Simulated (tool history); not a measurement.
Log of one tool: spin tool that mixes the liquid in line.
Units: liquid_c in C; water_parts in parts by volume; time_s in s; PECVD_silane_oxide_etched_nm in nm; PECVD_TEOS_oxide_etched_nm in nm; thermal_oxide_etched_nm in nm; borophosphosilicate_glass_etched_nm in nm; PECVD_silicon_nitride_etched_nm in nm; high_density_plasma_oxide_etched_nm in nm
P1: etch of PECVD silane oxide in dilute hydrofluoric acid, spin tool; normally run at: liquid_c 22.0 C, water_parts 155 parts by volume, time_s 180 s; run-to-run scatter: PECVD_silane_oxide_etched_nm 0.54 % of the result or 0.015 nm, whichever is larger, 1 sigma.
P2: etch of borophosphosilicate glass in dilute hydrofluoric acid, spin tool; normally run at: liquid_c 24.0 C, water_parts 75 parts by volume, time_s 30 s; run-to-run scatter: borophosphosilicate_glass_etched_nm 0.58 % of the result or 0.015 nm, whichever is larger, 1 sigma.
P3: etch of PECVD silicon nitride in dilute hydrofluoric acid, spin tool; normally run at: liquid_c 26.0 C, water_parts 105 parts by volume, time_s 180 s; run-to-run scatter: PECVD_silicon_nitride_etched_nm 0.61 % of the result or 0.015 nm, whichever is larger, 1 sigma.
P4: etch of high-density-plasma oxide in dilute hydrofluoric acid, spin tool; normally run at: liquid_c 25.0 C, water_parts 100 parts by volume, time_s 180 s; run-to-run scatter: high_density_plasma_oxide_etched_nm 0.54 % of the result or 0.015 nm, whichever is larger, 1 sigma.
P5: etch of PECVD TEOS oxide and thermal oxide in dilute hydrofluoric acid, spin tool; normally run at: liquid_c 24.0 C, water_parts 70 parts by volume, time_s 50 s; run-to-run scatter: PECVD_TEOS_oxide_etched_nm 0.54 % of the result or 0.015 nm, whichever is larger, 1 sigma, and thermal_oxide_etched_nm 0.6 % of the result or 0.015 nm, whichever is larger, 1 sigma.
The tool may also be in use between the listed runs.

run,hour,process,liquid_c,water_parts,time_s,hours since the thermometer was replaced,hours since the hydrofluoric acid flow meter was replaced,PECVD_silane_oxide_etched_nm,PECVD_TEOS_oxide_etched_nm,thermal_oxide_etched_nm,borophosphosilicate_glass_etched_nm,PECVD_silicon_nitride_etched_nm,high_density_plasma_oxide_etched_nm
1,2.9,P1,22.0,155,180,1695.8,1403.9,39.7020,,,,,
2,7.1,P5,30.5,70,50,1700.0,1408.1,,26.231,4.5612,,,
3,10.0,P2,24.0,45,30,1702.9,1411.0,,,,27.034,,
4,12.8,P5,24.0,70,30,1705.7,1413.8,,12.241,2.1046,,,
5,16.4,P2,24.0,75,55,1709.3,1417.4,,,,28.592,,
6,18.9,P1,22.0,265,180,1711.8,1419.9,20.9760,,,,,
7,22.2,P3,26.0,155,180,1715.1,1423.2,,,,,2.2855,
8,26.1,P1,22.0,155,180,1719.0,1427.1,40.0690,,,,,
9,30.0,P1,18.5,155,350,1722.9,1431.0,68.2380,,,,,
10,32.6,P5,24.0,25,50,1725.5,1433.6,,61.126,10.4480,,,
11,34.9,P2,24.0,75,30,1727.8,1435.9,,,,15.641,,
12,38.2,P5,24.0,70,50,1731.1,1439.2,,20.524,3.4907,,,
13,41.9,P1,22.0,155,20,1734.8,1442.9,4.4479,,,,,
14,44.8,P5,24.0,70,50,1737.7,1445.8,,20.706,3.5436,,,
15,47.4,P1,22.0,220,300,1740.3,1448.4,43.6800,,,,,
16,49.8,P1,22.0,155,180,1742.7,1450.8,40.3690,,,,,
17,53.5,P3,26.0,105,180,1746.4,1454.5,,,,,3.3950,
18,57.2,P4,25.0,30,180,1750.1,1458.2,,,,,,34.9060
19,59.6,P1,22.0,155,180,1752.5,1460.6,40.1580,,,,,
20,63.0,P1,22.0,155,340,1755.9,1464.0,75.7280,,,,,
21,65.9,P4,31.0,100,180,1758.8,1466.9,,,,,,11.9510
22,68.5,P3,26.0,105,180,1761.4,1469.5,,,,,3.4098,
23,72.7,P1,25.5,75,180,1765.6,1473.7,104.8300,,,,,
24,75.1,P3,18.0,105,180,1768.0,1476.1,,,,,2.0085,
25,78.4,P1,22.0,55,180,1771.3,1479.4,127.4500,,,,,
26,82.2,P1,17.0,155,180,1775.1,1483.2,32.7780,,,,,
27,85.3,P1,22.0,155,180,1778.2,1486.3,40.0520,,,,,
28,87.2,P4,25.0,100,180,1780.1,1488.2,,,,,,9.5062
29,91.1,P4,25.0,100,50,1784.0,1492.1,,,,,,2.6620
30,94.6,P2,24.0,75,30,1787.5,1495.6,,,,15.528,,
31,98.2,P3,26.0,105,340,1791.1,1499.2,,,,,6.3955,
32,101.5,P1,28.0,155,180,1794.4,1502.5,50.2570,,,,,
33,104.4,P2,30.0,75,30,1797.3,1505.4,,,,19.899,,
34,107.0,P1,22.0,155,180,1799.9,1508.0,40.0260,,,,,
35,111.1,P1,22.0,155,180,1804.0,1512.1,38.8050,,,,,
36,113.2,P1,22.0,155,180,1806.1,1514.2,38.5060,,,,,
37,116.3,P1,22.0,155,180,1809.2,1517.3,38.2880,,,,,
38,120.2,P1,22.0,155,180,1813.1,1521.2,38.5610,,,,,
39,123.5,P1,22.0,155,180,1816.4,1524.5,38.1060,,,,,
40,125.9,P1,22.0,155,180,1818.8,1526.9,38.3490,,,,,

What P1 gives has crept away from where it was. These 2 causes fit the log equally well, each at the size given:
A: liquid colder than its thermometer reads (K) = 1.42
B: hydrofluoric acid flow below the setpoint (%) = 4.62
The creep began at about hour 107.0.

4 check runs are offered, each on 2 wafers whose results are averaged, their results left as question marks. Which one tells the causes apart?
check 1,128.3,P4,25.0,100,180,,,,,,,,?
check 2,128.3,P2,24.0,75,30,,,,,,?,,
check 3,128.3,P3,26.0,105,180,,,,,,,?,
check 4,128.3,P5,24.0,70,50,,,,?,?,,,

What each check would give under each cause:
check,result,if A,if B
check 1,high_density_plasma_oxide_etched_nm,9.0213,9.0464
check 2,borophosphosilicate_glass_etched_nm,14.739,14.824
check 3,PECVD_silicon_nitride_etched_nm,3.0964,3.2400
check 4,PECVD_TEOS_oxide_etched_nm,19.413,19.534
check 4,thermal_oxide_etched_nm,3.3365,3.3573
How far apart the two closest causes lie, in the result that separates them most: check 1 0.28 %; check 2 0.58 %; check 3 4.53 %; check 4 0.62 %
Check 3 tells the causes apart: in the others they would give nearly the same result.

Check 3 was then run and gave: PECVD_silicon_nitride_etched_nm 3.2256 nm. Which cause is it?

It is B: hydrofluoric acid flow below the setpoint (%).
